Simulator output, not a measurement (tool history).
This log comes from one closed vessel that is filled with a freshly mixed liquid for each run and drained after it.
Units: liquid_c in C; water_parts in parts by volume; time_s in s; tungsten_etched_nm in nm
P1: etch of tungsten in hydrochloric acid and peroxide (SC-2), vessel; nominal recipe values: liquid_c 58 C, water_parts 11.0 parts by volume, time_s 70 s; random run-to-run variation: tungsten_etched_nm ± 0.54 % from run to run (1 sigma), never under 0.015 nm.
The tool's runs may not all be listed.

run   hour  liquid_c  water_parts  time_s  hours since the thermometer was replaced  hours since the chemicals flow meter was replaced  hours since the drum of peroxide was connected  tungsten_etched_nm
  1   14.4        58         11.0      70                                     336.9                                              624.7                                           457.2              34.261
  2   27.1        58          4.0      70                                     349.6                                              637.4                                           469.9              74.354
  3   43.4        58          6.0      45                                     365.9                                              653.7                                           486.2              35.781
  4   59.7        58          6.5      30                                     382.2                                              670.0                                           502.5              22.337
  5   73.1        58         11.0      70                                     395.6                                              683.4                                           515.9              34.297
  6   89.1        58         19.0      70                                     411.6                                              699.4                                           531.9              21.191
  7  104.7        58         11.0      30                                     427.2                                              715.0                                           547.5              14.658
  8  112.7        47         11.0      70                                     435.2                                              723.0                                           555.5              16.501
  9  125.3        58         19.0     125                                     447.8                                              735.6                                           568.1              37.808
 10  133.0        58         11.0      70                                     455.5                                              743.3                                           575.8              34.085
     134.2  -- thermometer replaced
 11  145.6        58         11.0      70                                      11.5                                              755.9                                           588.4              34.300
 12  158.1        72         11.0      70                                      24.0                                              768.4                                           600.9              80.253
 13  166.3        58         11.0      70                                      32.2                                              776.6                                           609.1              34.057
 14  174.9        58         11.0     125                                      40.8                                              785.2                                           617.7              61.290
 15  188.2        58         11.0      70                                      54.1                                              798.5                                           631.0              34.276
 16  199.5        58         11.0      70                                      65.4                                              809.8                                           642.3              34.213
 17  210.7        58         11.0      70                                      76.6                                              821.0                                           653.5              35.044
 18  218.3        58         11.0      70                                      84.2                                              828.6                                           661.1              35.908
 19  230.2        58         11.0      70                                      96.1                                              840.5                                           673.0              36.429
 20  240.6        58         11.0      70                                     106.5                                              850.9                                           683.4              36.623
 21  251.1        58         11.0      70                                     117.0                                              861.4                                           693.9              36.674
 22  264.8        58         11.0      70                                     130.7                                              875.1                                           707.6              36.964
 23  274.5        58         11.0      70                                     140.4                                              884.8                                           717.3              36.619

Run 24 is up next; what results do you expect?
 24  290.4        58         11.0      70                                     156.3                                              900.7                                           733.2                   ?

{"run 24": {"tungsten_etched_nm": 37.091}}

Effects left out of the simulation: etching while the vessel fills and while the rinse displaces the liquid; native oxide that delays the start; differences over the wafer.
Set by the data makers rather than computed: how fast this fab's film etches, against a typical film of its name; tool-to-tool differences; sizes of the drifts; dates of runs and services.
